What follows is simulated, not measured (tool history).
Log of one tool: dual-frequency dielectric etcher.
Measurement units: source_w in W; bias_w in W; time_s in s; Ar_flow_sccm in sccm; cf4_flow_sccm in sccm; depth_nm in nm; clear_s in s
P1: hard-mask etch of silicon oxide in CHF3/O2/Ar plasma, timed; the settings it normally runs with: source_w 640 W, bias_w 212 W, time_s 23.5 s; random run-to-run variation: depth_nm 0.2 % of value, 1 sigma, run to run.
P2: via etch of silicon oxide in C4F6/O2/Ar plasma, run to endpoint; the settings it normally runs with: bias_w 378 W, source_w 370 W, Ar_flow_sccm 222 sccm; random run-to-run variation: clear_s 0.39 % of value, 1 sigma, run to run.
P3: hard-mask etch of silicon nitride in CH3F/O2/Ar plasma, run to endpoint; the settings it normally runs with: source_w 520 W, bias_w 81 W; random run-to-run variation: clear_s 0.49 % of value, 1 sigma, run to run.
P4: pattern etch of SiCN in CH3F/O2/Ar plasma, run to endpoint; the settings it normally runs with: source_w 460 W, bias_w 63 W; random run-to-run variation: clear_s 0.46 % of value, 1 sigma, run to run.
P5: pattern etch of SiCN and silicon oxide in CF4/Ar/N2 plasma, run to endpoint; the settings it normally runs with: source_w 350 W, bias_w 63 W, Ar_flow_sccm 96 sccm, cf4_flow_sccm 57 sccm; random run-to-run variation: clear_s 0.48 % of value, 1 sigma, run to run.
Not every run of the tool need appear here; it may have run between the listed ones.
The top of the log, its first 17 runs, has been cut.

| run | hour | process | source_w | bias_w | time_s | Ar_flow_sccm | cf4_flow_sccm | depth_nm | clear_s |
|---|---|---|---|---|---|---|---|---|---|
| 18 | 201.9 | P1 | 640 | 212 | 31.5 |  |  | 67.688 |  |
| 19 | 215.3 | P1 | 640 | 212 | 23.5 |  |  | 50.522 |  |
|  | 218.3 | bias power generator calibrated |
| 20 | 222.5 | P1 | 640 | 212 | 13.5 |  |  | 29.067 |  |
| 21 | 234.3 | P1 | 490 | 212 | 23.5 |  |  | 45.584 |  |
| 22 | 248.2 | P3 | 320 | 81 |  |  |  |  | 48.705 |
| 23 | 258.6 | P3 | 520 | 102 |  |  |  |  | 37.875 |
| 24 | 271.2 | P2 | 370 | 465 |  | 222 |  |  | 38.51 |
| 25 | 286.6 | P5 | 350 | 63 |  | 135 | 57 |  | 24.867 |
| 26 | 298.6 | P2 | 370 | 378 |  | 222 |  |  | 41.561 |
| 27 | 308.2 | P1 | 640 | 212 | 23.5 |  |  | 50.555 |  |
| 28 | 323.6 | P1 | 640 | 212 | 23.5 |  |  | 50.701 |  |
| 29 | 331.4 | P5 | 350 | 63 |  | 96 | 57 |  | 23.633 |
| 30 | 343.5 | P2 | 370 | 378 |  | 155 |  |  | 40.117 |
| 31 | 356.6 | P1 | 640 | 167 | 29.5 |  |  | 58.663 |  |
| 32 | 370.6 | P5 | 350 | 63 |  | 96 | 57 |  | 23.893 |
| 33 | 384.6 | P5 | 350 | 63 |  | 96 | 81 |  | 22.449 |

Run 34, settings as shown, results not yet in. Your forecast:
| 34 | 392.3 | P1 | 640 | 212 | 23.5 |  |  | ? |  |

{"run 34": {"depth_nm": 50.549}}
